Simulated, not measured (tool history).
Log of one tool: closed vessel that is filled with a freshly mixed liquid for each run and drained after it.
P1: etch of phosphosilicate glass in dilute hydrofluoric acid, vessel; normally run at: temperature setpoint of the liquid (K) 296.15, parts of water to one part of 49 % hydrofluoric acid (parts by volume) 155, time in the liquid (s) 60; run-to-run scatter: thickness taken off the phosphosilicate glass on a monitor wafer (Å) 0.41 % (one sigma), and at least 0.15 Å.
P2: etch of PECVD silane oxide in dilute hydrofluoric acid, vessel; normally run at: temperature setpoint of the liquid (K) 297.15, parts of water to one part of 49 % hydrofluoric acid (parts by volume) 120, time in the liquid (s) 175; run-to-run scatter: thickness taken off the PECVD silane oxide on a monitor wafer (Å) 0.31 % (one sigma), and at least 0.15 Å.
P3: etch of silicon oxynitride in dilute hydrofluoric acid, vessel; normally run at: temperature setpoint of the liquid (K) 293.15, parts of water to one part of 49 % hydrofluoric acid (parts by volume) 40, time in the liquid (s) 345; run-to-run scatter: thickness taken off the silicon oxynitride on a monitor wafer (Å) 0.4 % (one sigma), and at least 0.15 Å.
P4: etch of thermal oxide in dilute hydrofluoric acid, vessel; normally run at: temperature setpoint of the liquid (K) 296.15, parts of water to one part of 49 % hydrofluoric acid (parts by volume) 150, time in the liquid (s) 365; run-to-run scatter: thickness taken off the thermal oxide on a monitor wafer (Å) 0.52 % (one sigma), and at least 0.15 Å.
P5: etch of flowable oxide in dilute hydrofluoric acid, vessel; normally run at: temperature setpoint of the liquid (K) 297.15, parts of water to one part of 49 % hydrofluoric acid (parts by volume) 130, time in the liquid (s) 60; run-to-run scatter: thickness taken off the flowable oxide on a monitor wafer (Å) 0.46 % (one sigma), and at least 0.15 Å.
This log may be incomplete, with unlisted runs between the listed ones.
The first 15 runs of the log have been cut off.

run   hour  process that ran  temperature setpoint of the liquid (K)  parts of water to one part of 49 % hydrofluoric acid (parts by volume)  time in the liquid (s)  hours since the thermometer was replaced  hours since the hydrofluoric acid flow meter was replaced  thickness taken off the phosphosilicate glass on a monitor wafer (Å)  thickness taken off the flowable oxide on a monitor wafer (Å)  thickness taken off the PECVD silane oxide on a monitor wafer (Å)  thickness taken off the silicon oxynitride on a monitor wafer (Å)  thickness taken off the thermal oxide on a monitor wafer (Å)
 16  134.1                P1                                  296.15                                                                     155                      60                                     887.7                                                      471.9                                                                 213.4
 17  143.4                P1                                  296.15                                                                     270                      60                                       897                                                      481.2                                                                109.54
 18  152.5                P1                                  291.65                                                                     155                      60                                     906.1                                                      490.3                                                                178.73
 19  157.3                P4                                  296.15                                                                     150                     365                                     910.9                                                      495.1                                                                                                                                                                                                                                                                                                                                   102.79
 20  163.5                P5                                  297.15                                                                     130                      60                                     917.1                                                      501.3                                                                                                                               133.73
 21  173.1                P3                                  293.15                                                                      60                     345                                     926.7                                                      510.9                                                                                                                                                                                                                                                                     96.885
 22    183                P2                                  297.15                                                                      25                     175                                     936.6                                                      520.8                                                                                                                                                                                                  1523.2
 23  192.4                P3                                  290.15                                                                      40                     345                                       946                                                      530.2                                                                                                                                                                                                                                                                     126.75

For run 24, what comes out?
 24  197.9                P3                                  293.15                                                                      40                     345                                     951.5                                                      535.7                                                                                                                                                                                                                                                                          ?

{"run 24": {"thickness taken off the silicon oxynitride on a monitor wafer (Å)": 147.83}}
